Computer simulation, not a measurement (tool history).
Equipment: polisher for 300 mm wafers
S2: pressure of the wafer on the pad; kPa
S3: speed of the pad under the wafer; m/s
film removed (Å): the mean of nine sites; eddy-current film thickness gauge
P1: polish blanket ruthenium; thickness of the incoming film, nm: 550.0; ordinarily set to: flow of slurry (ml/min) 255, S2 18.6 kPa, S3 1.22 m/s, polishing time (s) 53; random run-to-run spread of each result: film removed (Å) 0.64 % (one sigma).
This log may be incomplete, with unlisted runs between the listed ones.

Run 1, day 0.262: flow of slurry (ml/min) 255, S2 18.6 kPa, S3 1.22 m/s, polishing time (s) 53. Result: film removed (Å) 1180.1.
Run 2, day 0.508: flow of slurry (ml/min) 360, S2 18.6 kPa, S3 1.22 m/s, polishing time (s) 53. Result: film removed (Å) 1216.5.
At day 0.817: slurry nozzle cleaned.
Run 3, day 0.838: flow of slurry (ml/min) 155, S2 18.6 kPa, S3 1.22 m/s, polishing time (s) 53. Result: film removed (Å) 1094.2.
Run 4, day 1.208: flow of slurry (ml/min) 255, S2 18.6 kPa, S3 1.22 m/s, polishing time (s) 24. Result: film removed (Å) 540.25.
Run 5, day 1.475: flow of slurry (ml/min) 255, S2 9 kPa, S3 1.22 m/s, polishing time (s) 25. Result: film removed (Å) 267.44.
Run 6, day 1.783: flow of slurry (ml/min) 255, S2 18.6 kPa, S3 1.22 m/s, polishing time (s) 53. Result: film removed (Å) 1193.1.
Run 7, day 2.179: flow of slurry (ml/min) 255, S2 9 kPa, S3 1.22 m/s, polishing time (s) 53. Result: film removed (Å) 569.03.
Run 8, day 2.438: flow of slurry (ml/min) 255, S2 18.6 kPa, S3 1.22 m/s, polishing time (s) 53. Result: film removed (Å) 1177.3.
Run 9, day 2.65: flow of slurry (ml/min) 255, S2 18.6 kPa, S3 0.78 m/s, polishing time (s) 53. Result: film removed (Å) 751.63.
Run 10, day 3.021: flow of slurry (ml/min) 255, S2 18.6 kPa, S3 1.22 m/s, polishing time (s) 53. Result: film removed (Å) 1171.5.
Run 11, day 3.225: flow of slurry (ml/min) 255, S2 18.6 kPa, S3 1.92 m/s, polishing time (s) 53. Result: film removed (Å) 1859.6.
Run 12, day 3.467: flow of slurry (ml/min) 255, S2 18.6 kPa, S3 1.22 m/s, polishing time (s) 79. Result: film removed (Å) 1762.4.
At day 3.6: head pressure recalibrated.
Run 13, day 3.817: flow of slurry (ml/min) 255, S2 18.6 kPa, S3 1.22 m/s, polishing time (s) 53. Result: film removed (Å) 1180.5.
Run 14, day 4.254: flow of slurry (ml/min) 255, S2 24.8 kPa, S3 1.22 m/s, polishing time (s) 53. Result: film removed (Å) 1566.
Run 15, day 4.479: flow of slurry (ml/min) 255, S2 18.6 kPa, S3 1.22 m/s, polishing time (s) 53. Result: film removed (Å) 1179.4.
Run 16, day 4.875: flow of slurry (ml/min) 255, S2 18.6 kPa, S3 1.22 m/s, polishing time (s) 53. Result: film removed (Å) 1159.4.
Run 17, day 5.242: flow of slurry (ml/min) 255, S2 18.6 kPa, S3 1.22 m/s, polishing time (s) 53. Result: film removed (Å) 1149.5.
Run 18, day 5.475: flow of slurry (ml/min) 255, S2 18.6 kPa, S3 1.22 m/s, polishing time (s) 53. Result: film removed (Å) 1133.4.
Run 19, day 5.875: flow of slurry (ml/min) 255, S2 18.6 kPa, S3 1.22 m/s, polishing time (s) 53. Result: film removed (Å) 1121.5.
Run 20, day 6.175: flow of slurry (ml/min) 255, S2 18.6 kPa, S3 1.22 m/s, polishing time (s) 53. Result: film removed (Å) 1128.4.
At day 6.217: head pressure recalibrated.
Run 21, day 6.504: flow of slurry (ml/min) 255, S2 18.6 kPa, S3 1.22 m/s, polishing time (s) 53. Result: film removed (Å) 1119.3.
Run 22, day 6.896: flow of slurry (ml/min) 255, S2 18.6 kPa, S3 1.22 m/s, polishing time (s) 53. Result: film removed (Å) 1134.4.
Run 23, day 7.208: flow of slurry (ml/min) 255, S2 18.6 kPa, S3 1.22 m/s, polishing time (s) 53. Result: film removed (Å) 1129.5.
Run 24, day 7.546: flow of slurry (ml/min) 255, S2 18.6 kPa, S3 1.22 m/s, polishing time (s) 53. Result: film removed (Å) 1117.6.

What does the tool deliver on the next run?
Run 25, day 7.833: flow of slurry (ml/min) 255, S2 18.6 kPa, S3 1.22 m/s, polishing time (s) 53. Result: film removed (Å) ?.

film removed (Å): 1118.3

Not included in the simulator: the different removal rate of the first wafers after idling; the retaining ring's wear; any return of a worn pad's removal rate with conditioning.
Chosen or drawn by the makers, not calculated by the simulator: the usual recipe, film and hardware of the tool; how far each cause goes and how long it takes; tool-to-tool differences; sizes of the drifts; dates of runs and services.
